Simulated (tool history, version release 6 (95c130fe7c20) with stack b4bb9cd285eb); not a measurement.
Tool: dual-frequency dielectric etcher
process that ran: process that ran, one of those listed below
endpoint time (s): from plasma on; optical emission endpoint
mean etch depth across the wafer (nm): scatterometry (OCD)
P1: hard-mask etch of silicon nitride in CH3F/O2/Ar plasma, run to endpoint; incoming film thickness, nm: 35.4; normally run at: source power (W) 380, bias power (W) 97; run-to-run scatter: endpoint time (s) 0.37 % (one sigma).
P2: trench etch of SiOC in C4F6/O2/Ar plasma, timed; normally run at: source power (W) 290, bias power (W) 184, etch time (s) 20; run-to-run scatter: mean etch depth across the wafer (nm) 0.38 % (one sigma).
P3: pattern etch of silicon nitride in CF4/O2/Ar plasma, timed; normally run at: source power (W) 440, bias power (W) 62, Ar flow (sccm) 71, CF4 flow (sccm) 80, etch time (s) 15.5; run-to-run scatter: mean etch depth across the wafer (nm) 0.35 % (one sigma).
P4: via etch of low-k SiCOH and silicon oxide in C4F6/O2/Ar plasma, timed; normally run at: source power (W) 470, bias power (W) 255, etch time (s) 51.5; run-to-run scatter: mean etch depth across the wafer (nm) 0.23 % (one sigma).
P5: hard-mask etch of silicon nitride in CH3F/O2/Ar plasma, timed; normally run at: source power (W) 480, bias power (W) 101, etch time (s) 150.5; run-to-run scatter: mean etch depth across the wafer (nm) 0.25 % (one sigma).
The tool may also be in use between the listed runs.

run	day	process that ran	source power (W)	bias power (W)	etch time (s)	Ar flow (sccm)	CF4 flow (sccm)	hours since the last wet clean	hours since the last source power generator calibration	hours since the last bias power generator calibration	endpoint time (s)	mean etch depth across the wafer (nm)
1	0.129	P1	380	97				338.4	2330.1	3039.7	46.328	
2	0.346	P2	290	184	11.5			343.6	2335.3	3044.9		21.108
3	0.612	P1	510	97				350	2341.7	3051.3	41.506	
4	0.754	P1	290	121				353.4	2345.1	3054.7	47.23	
5	0.988	P3	440	62	15.5	71	80	359	2350.7	3060.3		29.468
6	1.162	P3	440	62	11.5	71	80	363.2	2354.9	3064.5		21.637
7	1.292	P3	440	62	15.5	85	80	366.3	2358	3067.6		28.709
8	1.446	P1	380	97				370	2361.7	3071.3	46.385	
9	1.642	P1	380	97				374.7	2366.4	3076	46.19	
10	1.912	P2	290	244	20			381.2	2372.9	3082.5		40.215
11	2.096	P3	570	62	15.5	71	80	385.6	2377.3	3086.9		36.647
12	2.379	P1	380	97				392.4	2384.1	3093.7	46.434	
13	2.575	P3	440	62	15.5	71	80	397.1	2388.8	3098.4		29.316
14	2.858	P5	480	101	150.5			403.9	2395.6	3105.2		127.16
15	3.079	P5	480	128	150.5			409.2	2400.9	3110.5		139.56
16	3.271	P5	480	101	184			413.8	2405.5	3115.1		156.1
17	3.517	P3	440	37	15.5	71	80	419.7	2411.4	3121		24.29
18	3.767	P2	290	184	20			425.7	2417.4	3127		36.865
19	4.025	P4	470	167	51.5			431.9	2423.6	3133.2		150.98
20	4.283	P3	440	62	15.5	71	49	438.1	2429.8	3139.4		27.646
# day 4.392: wet clean of the chamber
21	4.483	P4	470	255	35			2.3	2434.6	3144.2		117.6
22	4.729	P5	640	101	150.5			8.2	2440.5	3150.1		141.77
23	4.904	P2	200	184	20			12.4	2444.7	3154.3		31.949
24	5.1	P1	380	69				17.1	2449.4	3159	52.216	
25	5.271	P1	380	118				21.2	2453.5	3163.1	43.103	
26	5.517	P4	470	255	51.5			27.1	2459.4	3169		172.84
27	5.658	P4	470	255	51.5			30.5	2462.8	3172.4		173.16
28	5.879	P1	210	97				35.8	2468.1	3177.7	57.606	
29	6.067	P4	670	255	51.5			40.3	2472.6	3182.2		197.79
30	6.212	P1	380	97				43.8	2476.1	3185.7	46.513	
31	6.429	P1	380	97				49	2481.3	3190.9	46.908	
32	6.717	P1	380	97				55.9	2488.2	3197.8	46.54	
33	7	P1	380	97				62.7	2495	3204.6	46.913	
34	7.2	P1	380	97				67.5	2499.8	3209.4	47.065	
35	7.479	P1	380	97				74.2	2506.5	3216.1	46.655	
36	7.767	P1	380	97				81.1	2513.4	3223	47.196	
37	7.933	P1	380	97				85.1	2517.4	3227	46.959	
38	8.088	P1	380	97				88.8	2521.1	3230.7	47.044	
# day 8.096: wet clean of the chamber
39	8.246	P1	380	97				3.6	2524.9	3234.5	47.347	
40	8.538	P1	380	97				10.6	2531.9	3241.5	47.163	
41	8.833	P1	380	97				17.7	2539	3248.6	47.28	

What P1 gives has crept away from where it was. These 2 causes fit the log equally well, each at the size given:
A: bias power that arrives under what is set, % = 4.92
B: source power that arrives under what is set, % = 4.81
The creep began at about day 6.212.
Why every other cause is out:
chamber walls in a state that lowers the etch rate, %: serviced at day 8.096, which brought nothing back

4 check runs are offered, each on 2 wafers whose results are averaged, their results left as question marks. Which one tells the causes apart?
check 1	9.129	P4	470	174	43							?
check 2	9.129	P2	290	228	16.5							?
check 3	9.129	P5	610	125	150.5							?
check 4	9.129	P3	530	62	15.5	71	80					?

What each check would give under each cause:
check	result	if A	if B
check 1	mean etch depth across the wafer (nm)	125.59	125.12
check 2	mean etch depth across the wafer (nm)	32.026	31.97
check 3	mean etch depth across the wafer (nm)	148.07	148.13
check 4	mean etch depth across the wafer (nm)	33.695	32.91
How far apart the two closest causes lie, in the result that separates them most: check 1 0.38 %; check 2 0.17 %; check 3 0.05 %; check 4 2.36 %
Only check 4 tells the causes apart: in the others they would give nearly the same result.

Then check 4 was run and gave: mean etch depth across the wafer (nm) 33.645. Which cause is it?

It is A: bias power that arrives under what is set, %.
